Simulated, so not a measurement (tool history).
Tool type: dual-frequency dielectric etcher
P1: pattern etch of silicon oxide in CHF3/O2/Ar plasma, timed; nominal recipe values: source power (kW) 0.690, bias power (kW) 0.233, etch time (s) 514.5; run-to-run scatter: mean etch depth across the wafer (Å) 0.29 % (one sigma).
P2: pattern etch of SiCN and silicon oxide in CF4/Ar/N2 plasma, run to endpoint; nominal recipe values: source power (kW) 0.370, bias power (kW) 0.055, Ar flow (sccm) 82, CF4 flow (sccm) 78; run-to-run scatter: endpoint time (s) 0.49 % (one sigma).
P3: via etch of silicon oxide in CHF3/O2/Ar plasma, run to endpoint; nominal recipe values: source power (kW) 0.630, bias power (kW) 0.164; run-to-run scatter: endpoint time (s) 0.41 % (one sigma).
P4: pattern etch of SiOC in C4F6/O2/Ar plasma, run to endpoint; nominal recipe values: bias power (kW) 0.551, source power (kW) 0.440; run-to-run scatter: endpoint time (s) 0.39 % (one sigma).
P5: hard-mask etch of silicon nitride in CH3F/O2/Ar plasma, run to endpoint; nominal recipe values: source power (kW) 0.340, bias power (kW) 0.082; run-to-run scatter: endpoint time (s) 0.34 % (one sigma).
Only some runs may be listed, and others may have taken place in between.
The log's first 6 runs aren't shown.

run,day,process that ran,source power (kW),bias power (kW),etch time (s),Ar flow (sccm),CF4 flow (sccm),hours since the last wet clean,hours since the last source power generator calibration,hours since the last bias power generator calibration,mean etch depth across the wafer (Å),endpoint time (s)
7,4.233,P1,0.690,0.233,514.5,,,284.8,1026.5,1286.1,11759,
8,4.971,P4,0.440,0.551,,,,302.5,1044.2,1303.8,,13.741
9,5.529,P4,0.440,0.401,,,,315.9,1057.6,1317.2,,15.456
10,5.871,P2,0.370,0.055,,82,78,324.1,1065.8,1325.4,,19.505
11,6.529,P2,0.370,0.055,,82,78,339.9,1081.6,1341.2,,19.576
12,6.983,P1,0.690,0.233,514.5,,,350.8,1092.5,1352.1,11818,
13,7.383,P3,0.630,0.225,,,,360.4,1102.1,1361.7,,264.500
14,7.721,P2,0.370,0.040,,82,78,368.5,1110.2,1369.8,,21.451
15,8.175,P2,0.370,0.055,,65,78,379.4,1121.1,1380.7,,18.915
16,8.712,P1,0.690,0.233,650.0,,,392.3,1134.0,1393.6,14876,
17,9.208,P5,0.340,0.114,,,,404.2,1145.9,1405.5,,34.405
18,9.667,P4,0.530,0.551,,,,415.2,1156.9,1416.5,,12.789
19,10.283,P1,0.890,0.191,514.5,,,430.0,1171.7,1431.3,12114,
20,10.821,P3,0.630,0.164,,,,442.9,1184.6,1444.2,,293.740
21,11.400,P1,0.690,0.233,514.5,,,456.8,1198.5,1458.1,11833,
22,11.921,P5,0.400,0.082,,,,469.3,1211.0,1470.6,,36.690
23,12.546,P3,0.630,0.164,,,,484.3,1226.0,1485.6,,296.160
24,12.992,P1,0.690,0.188,514.5,,,495.0,1236.7,1496.3,10930,

Run 25 is up next; what results do you expect?
25,13.471,P1,0.690,0.233,514.5,,,506.5,1248.2,1507.8,?,

{"run 25": {"mean etch depth across the wafer (Å)": 11747}}
